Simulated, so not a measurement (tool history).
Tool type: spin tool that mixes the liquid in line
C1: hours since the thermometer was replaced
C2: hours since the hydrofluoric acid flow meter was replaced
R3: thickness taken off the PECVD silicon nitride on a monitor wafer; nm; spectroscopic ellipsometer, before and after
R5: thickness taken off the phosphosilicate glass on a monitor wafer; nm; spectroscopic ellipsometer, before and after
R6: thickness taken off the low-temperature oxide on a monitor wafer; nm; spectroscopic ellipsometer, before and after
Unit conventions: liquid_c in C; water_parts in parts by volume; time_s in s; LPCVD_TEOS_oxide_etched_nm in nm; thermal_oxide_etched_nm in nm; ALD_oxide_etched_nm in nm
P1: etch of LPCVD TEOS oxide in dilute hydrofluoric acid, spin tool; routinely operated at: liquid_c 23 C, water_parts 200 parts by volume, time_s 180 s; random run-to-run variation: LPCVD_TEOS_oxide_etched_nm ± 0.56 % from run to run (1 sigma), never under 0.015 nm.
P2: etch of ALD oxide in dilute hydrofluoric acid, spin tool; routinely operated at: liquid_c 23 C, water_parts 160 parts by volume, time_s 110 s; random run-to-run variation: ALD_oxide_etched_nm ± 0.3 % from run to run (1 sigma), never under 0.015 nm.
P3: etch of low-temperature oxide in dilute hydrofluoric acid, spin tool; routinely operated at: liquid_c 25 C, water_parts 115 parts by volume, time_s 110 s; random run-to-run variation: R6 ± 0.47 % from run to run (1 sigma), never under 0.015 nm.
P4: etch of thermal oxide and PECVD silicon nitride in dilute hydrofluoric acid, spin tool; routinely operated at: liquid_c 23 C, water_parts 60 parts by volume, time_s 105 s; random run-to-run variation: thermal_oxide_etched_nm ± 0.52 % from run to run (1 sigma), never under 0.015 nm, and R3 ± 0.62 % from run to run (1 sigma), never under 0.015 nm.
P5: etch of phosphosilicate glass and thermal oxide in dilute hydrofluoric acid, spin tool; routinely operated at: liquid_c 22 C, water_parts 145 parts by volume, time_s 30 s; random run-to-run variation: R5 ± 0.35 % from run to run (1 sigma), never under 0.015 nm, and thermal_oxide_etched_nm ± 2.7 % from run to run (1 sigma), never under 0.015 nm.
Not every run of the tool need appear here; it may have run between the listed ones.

{"run": 1, "hour": 8.0, "process": "P1", "liquid_c": 23, "water_parts": 200, "time_s": 180, "C1": 1219.4, "C2": 777.2, "LPCVD_TEOS_oxide_etched_nm": 20.413}
{"run": 2, "hour": 11.8, "process": "P1", "liquid_c": 23, "water_parts": 200, "time_s": 80, "C1": 1223.2, "C2": 781.0, "LPCVD_TEOS_oxide_etched_nm": 8.9733}
{"run": 3, "hour": 17.9, "process": "P1", "liquid_c": 23, "water_parts": 70, "time_s": 180, "C1": 1229.3, "C2": 787.1, "LPCVD_TEOS_oxide_etched_nm": 67.109}
{"run": 4, "hour": 23.9, "process": "P4", "liquid_c": 23, "water_parts": 60, "time_s": 105, "C1": 1235.3, "C2": 793.1, "thermal_oxide_etched_nm": 8.761, "R3": 4.7772}
{"run": 5, "hour": 30.3, "process": "P1", "liquid_c": 19, "water_parts": 200, "time_s": 180, "C1": 1241.7, "C2": 799.5, "LPCVD_TEOS_oxide_etched_nm": 17.492}
{"run": 6, "hour": 37.0, "process": "P2", "liquid_c": 17, "water_parts": 160, "time_s": 110, "C1": 1248.4, "C2": 806.2, "ALD_oxide_etched_nm": 15.948}
{"run": 7, "hour": 43.3, "process": "P2", "liquid_c": 23, "water_parts": 160, "time_s": 15, "C1": 1254.7, "C2": 812.5, "ALD_oxide_etched_nm": 2.7646}
{"run": 8, "hour": 47.8, "process": "P1", "liquid_c": 17, "water_parts": 200, "time_s": 265, "C1": 1259.2, "C2": 817.0, "LPCVD_TEOS_oxide_etched_nm": 23.821}
{"run": 9, "hour": 52.8, "process": "P2", "liquid_c": 23, "water_parts": 160, "time_s": 110, "C1": 1264.2, "C2": 822.0, "ALD_oxide_etched_nm": 20.277}
{"run": 10, "hour": 57.7, "process": "P1", "liquid_c": 23, "water_parts": 355, "time_s": 180, "C1": 1269.1, "C2": 826.9, "LPCVD_TEOS_oxide_etched_nm": 9.8756}
{"run": 11, "hour": 63.9, "process": "P1", "liquid_c": 23, "water_parts": 200, "time_s": 180, "C1": 1275.3, "C2": 833.1, "LPCVD_TEOS_oxide_etched_nm": 20.36}
{"run": 12, "hour": 70.4, "process": "P4", "liquid_c": 31, "water_parts": 60, "time_s": 105, "C1": 1281.8, "C2": 839.6, "thermal_oxide_etched_nm": 12.188, "R3": 8.0524}
{"run": 13, "hour": 78.6, "process": "P5", "liquid_c": 22, "water_parts": 245, "time_s": 30, "C1": 1290.0, "C2": 847.8, "thermal_oxide_etched_nm": 0.47616, "R5": 13.134}
{"run": 14, "hour": 87.4, "process": "P4", "liquid_c": 23, "water_parts": 60, "time_s": 205, "C1": 1298.8, "C2": 856.6, "thermal_oxide_etched_nm": 17.208, "R3": 9.3091}
{"run": 15, "hour": 94.6, "process": "P1", "liquid_c": 27, "water_parts": 200, "time_s": 180, "C1": 1306.0, "C2": 863.8, "LPCVD_TEOS_oxide_etched_nm": 23.596}
{"run": 16, "hour": 98.5, "process": "P1", "liquid_c": 23, "water_parts": 200, "time_s": 180, "C1": 1309.9, "C2": 867.7, "LPCVD_TEOS_oxide_etched_nm": 20.245}
{"run": 17, "hour": 104.6, "process": "P2", "liquid_c": 23, "water_parts": 160, "time_s": 110, "C1": 1316.0, "C2": 873.8, "ALD_oxide_etched_nm": 20.233}
{"run": 18, "hour": 111.8, "process": "P1", "liquid_c": 23, "water_parts": 200, "time_s": 180, "C1": 1323.2, "C2": 881.0, "LPCVD_TEOS_oxide_etched_nm": 20.391}
{"run": 19, "hour": 117.3, "process": "P5", "liquid_c": 30, "water_parts": 145, "time_s": 30, "C1": 1328.7, "C2": 886.5, "thermal_oxide_etched_nm": 1.1975, "R5": 33.227}
{"run": 20, "hour": 121.9, "process": "P2", "liquid_c": 23, "water_parts": 290, "time_s": 110, "C1": 1333.3, "C2": 891.1, "ALD_oxide_etched_nm": 9.7866}
{"run": 21, "hour": 127.7, "process": "P3", "liquid_c": 20, "water_parts": 115, "time_s": 110, "C1": 1339.1, "C2": 896.9, "R6": 19.059}
{"run": 22, "hour": 133.8, "process": "P1", "liquid_c": 23, "water_parts": 200, "time_s": 180, "C1": 1345.2, "C2": 903.0, "LPCVD_TEOS_oxide_etched_nm": 20.2}
{"run": 23, "hour": 139.8, "process": "P3", "liquid_c": 25, "water_parts": 115, "time_s": 110, "C1": 1351.2, "C2": 909.0, "R6": 23.101}
{"run": 24, "hour": 147.1, "process": "P3", "liquid_c": 25, "water_parts": 210, "time_s": 110, "C1": 1358.5, "C2": 916.3, "R6": 11.401}
{"run": 25, "hour": 151.5, "process": "P3", "liquid_c": 25, "water_parts": 115, "time_s": 110, "C1": 1362.9, "C2": 920.7, "R6": 23.264}
{"run": 26, "hour": 156.3, "process": "P5", "liquid_c": 22, "water_parts": 145, "time_s": 15, "C1": 1367.7, "C2": 925.5, "thermal_oxide_etched_nm": 0.41972, "R5": 12.278}
{"run": 27, "hour": 165.1, "process": "P3", "liquid_c": 25, "water_parts": 115, "time_s": 210, "C1": 1376.5, "C2": 934.3, "R6": 44.47}
{"run": 28, "hour": 172.2, "process": "P1", "liquid_c": 23, "water_parts": 200, "time_s": 180, "C1": 1383.6, "C2": 941.4, "LPCVD_TEOS_oxide_etched_nm": 20.561}
{"hour": 178.9, "done": "thermometer replaced"}
{"run": 29, "hour": 179.9, "process": "P4", "liquid_c": 23, "water_parts": 60, "time_s": 105, "C1": 1.1, "C2": 949.1, "thermal_oxide_etched_nm": 8.7654, "R3": 4.7366}
{"run": 30, "hour": 187.2, "process": "P5", "liquid_c": 22, "water_parts": 145, "time_s": 30, "C1": 8.4, "C2": 956.4, "thermal_oxide_etched_nm": 0.81616, "R5": 24.529}
{"run": 31, "hour": 192.8, "process": "P1", "liquid_c": 23, "water_parts": 200, "time_s": 180, "C1": 14.0, "C2": 962.0, "LPCVD_TEOS_oxide_etched_nm": 20.393}
{"run": 32, "hour": 200.7, "process": "P1", "liquid_c": 23, "water_parts": 200, "time_s": 280, "C1": 21.9, "C2": 969.9, "LPCVD_TEOS_oxide_etched_nm": 31.584}
{"run": 33, "hour": 205.4, "process": "P1", "liquid_c": 19, "water_parts": 130, "time_s": 180, "C1": 26.6, "C2": 974.6, "LPCVD_TEOS_oxide_etched_nm": 28.851}
{"run": 34, "hour": 213.3, "process": "P4", "liquid_c": 23, "water_parts": 25, "time_s": 105, "C1": 34.5, "C2": 982.5, "thermal_oxide_etched_nm": 22.061, "R3": 11.147}
{"run": 35, "hour": 219.8, "process": "P1", "liquid_c": 23, "water_parts": 200, "time_s": 180, "C1": 41.0, "C2": 989.0, "LPCVD_TEOS_oxide_etched_nm": 20.127}
{"run": 36, "hour": 226.8, "process": "P1", "liquid_c": 23, "water_parts": 200, "time_s": 180, "C1": 48.0, "C2": 996.0, "LPCVD_TEOS_oxide_etched_nm": 19.577}
{"run": 37, "hour": 233.0, "process": "P1", "liquid_c": 23, "water_parts": 200, "time_s": 180, "C1": 54.2, "C2": 1002.2, "LPCVD_TEOS_oxide_etched_nm": 19.184}
{"run": 38, "hour": 241.0, "process": "P1", "liquid_c": 23, "water_parts": 200, "time_s": 180, "C1": 62.2, "C2": 1010.2, "LPCVD_TEOS_oxide_etched_nm": 18.931}
{"run": 39, "hour": 244.9, "process": "P1", "liquid_c": 23, "water_parts": 200, "time_s": 180, "C1": 66.1, "C2": 1014.1, "LPCVD_TEOS_oxide_etched_nm": 18.73}
{"run": 40, "hour": 252.5, "process": "P1", "liquid_c": 23, "water_parts": 200, "time_s": 180, "C1": 73.7, "C2": 1021.7, "LPCVD_TEOS_oxide_etched_nm": 18.548}
{"run": 41, "hour": 260.4, "process": "P1", "liquid_c": 23, "water_parts": 200, "time_s": 180, "C1": 81.6, "C2": 1029.6, "LPCVD_TEOS_oxide_etched_nm": 18.691}
{"run": 42, "hour": 267.5, "process": "P1", "liquid_c": 23, "water_parts": 200, "time_s": 180, "C1": 88.7, "C2": 1036.7, "LPCVD_TEOS_oxide_etched_nm": 18.385}
{"run": 43, "hour": 273.9, "process": "P1", "liquid_c": 23, "water_parts": 200, "time_s": 180, "C1": 95.1, "C2": 1043.1, "LPCVD_TEOS_oxide_etched_nm": 18.543}

Something has made what P1 gives creep away from where it was; the 2 causes below, each at its own stated size, fit the log equally well:
A: hydrofluoric acid flow below the setpoint (%) = 7.17
B: liquid colder than its thermometer reads (K) = 2.4
At approximately hour 219.8, the process output began to creep.

4 check runs are offered, one wafer each, their results left as question marks. Which one tells the causes apart?
{"run": "check 1", "hour": 280.3, "process": "P2", "liquid_c": 17, "water_parts": 160, "time_s": 15, "ALD_oxide_etched_nm": "?"}
{"run": "check 2", "hour": 280.3, "process": "P4", "liquid_c": 23, "water_parts": 25, "time_s": 105, "thermal_oxide_etched_nm": "?", "R3": "?"}
{"run": "check 3", "hour": 280.3, "process": "P5", "liquid_c": 22, "water_parts": 205, "time_s": 15, "thermal_oxide_etched_nm": "?", "R5": "?"}
{"run": "check 4", "hour": 280.3, "process": "P3", "liquid_c": 25, "water_parts": 160, "time_s": 150, "R6": "?"}

If the cause were each of the candidates in turn, the checks would give the following:
check=check_1 result=ALD_oxide_etched_nm if_A=1.9961 if_B=1.9706
check=check_2 result=thermal_oxide_etched_nm if_A=20.43600 if_B=19.91900
check=check_2 result=R3 if_A=10.3450 if_B=9.4065
check=check_3 result=thermal_oxide_etched_nm if_A=0.26253 if_B=0.26222
check=check_3 result=R5 if_A=7.4458 if_B=7.4371
check=check_4 result=R6 if_A=19.744 if_B=19.690
Smallest distance between any two causes, each pair judged by its most separating result, in per cent: check 1 1.29 %; check 2 9.51 %; check 3 0.12 %; check 4 0.27 %
Of the check runs offered, only check 2 discriminates between the causes; the rest would read about the same regardless of which cause applies.

The results of check 2 are: thermal_oxide_etched_nm 20.29700 nm; R3 10.3140 nm. Based on these, which of the listed causes is it?

The correct cause is A, namely: hydrofluoric acid flow below the setpoint (%).

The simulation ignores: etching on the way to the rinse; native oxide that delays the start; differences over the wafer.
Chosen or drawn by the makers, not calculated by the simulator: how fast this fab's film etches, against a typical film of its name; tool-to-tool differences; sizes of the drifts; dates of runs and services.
